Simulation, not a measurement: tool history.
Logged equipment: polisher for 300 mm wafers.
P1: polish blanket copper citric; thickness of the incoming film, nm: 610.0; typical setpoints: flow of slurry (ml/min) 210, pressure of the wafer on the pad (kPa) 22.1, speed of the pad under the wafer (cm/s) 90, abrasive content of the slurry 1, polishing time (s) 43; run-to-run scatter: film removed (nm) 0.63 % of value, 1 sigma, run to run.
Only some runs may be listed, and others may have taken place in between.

run,hour,flow of slurry (ml/min),pressure of the wafer on the pad (kPa),speed of the pad under the wafer (cm/s),abrasive content of the slurry,polishing time (s),film removed (nm)
1,7.7,210,22.1,90,1,43,77.059
2,12.3,210,22.1,90,1,58,102.88
3,18.4,140,22.1,90,1,43,72.783
4,22.7,210,22.1,90,0.7,43,71.443
5,30.1,210,22.1,40,1,43,35.454
6,39.2,210,22.1,120,1,43,101.37
7,43.8,210,22.1,90,1,43,75.801
8,51.5,210,22.1,90,1,20,35.808
9,59.1,210,22.1,90,1,43,76.908
10,64.3,210,22.1,90,1,43,76.146
11,69.7,210,31.7,90,1,43,109.74
12,77.9,210,22.1,90,1.45,43,82.938
13,83,125,22.1,90,1,53,87.064
14,89.6,210,22.1,90,1,43,76.471
15,99.1,210,22.1,90,1,43,76.841
16,108.9,330,22.1,90,1,43,80.154
17,117.8,210,15.2,90,1,43,53.228
18,122.7,210,22.1,90,1,43,77.072
19,132.4,210,22.1,90,1,43,77.076
20,141,210,22.1,90,1,43,75.78
21,150.3,210,22.1,90,1,43,74.289
22,159.5,210,22.1,90,1,43,73.507
# hour 159.6: slurry blender recalibrated
23,168.5,210,22.1,90,1,43,73.177
24,176.6,210,22.1,90,1,43,72.692
# hour 177.2: worn pad replaced by a new one
25,183.3,210,22.1,90,1,43,72.948
26,192.5,210,22.1,90,1,43,72.818

What P1 gives has crept away from where it was. These 2 causes fit the log equally well, each at the size given:
A: slurry flow missing at the pad, % = 31.1
B: head's pressure below its setpoint, % = 5.61
The process output started creeping at around hour 132.4.
What rules out each remaining cause:
removal rate lost through wear of the pad, %: maintenance at hour 177.2, after the shift began, did not return the process to its former output
abrasive missing from the slurry, %: maintenance at hour 159.6, after the shift began, did not return the process to its former output

The 4 check runs listed below each average the results of 5 wafers, and their outcomes are marked with question marks. Under which run would the listed causes produce clearly different results?
check 1,201.7,210,22.1,90,1.4,43,?
check 2,201.7,210,16.5,90,1,43,?
check 3,201.7,145,22.1,90,1,43,?
check 4,201.7,210,22.1,90,0.7,43,?

Predicted outcomes, by check and by cause:
check,result,if A,if B
check 1,film removed (nm),78.105,78.096
check 2,film removed (nm),54.881,54.9
check 3,film removed (nm),67.091,68.626
check 4,film removed (nm),67.339,67.331
Per check, the gap between the least separated pair of causes, taken in the result that splits them most: check 1 0.01 %; check 2 0.04 %; check 3 2.26 %; check 4 0.01 %
The causes can be told apart only by check 3. The other checks would give nearly the same results under each of them.

Check 3 has now been run. It gave: film removed (nm) 68.773. Which of the candidate causes is it?

It is B: head's pressure below its setpoint, %.
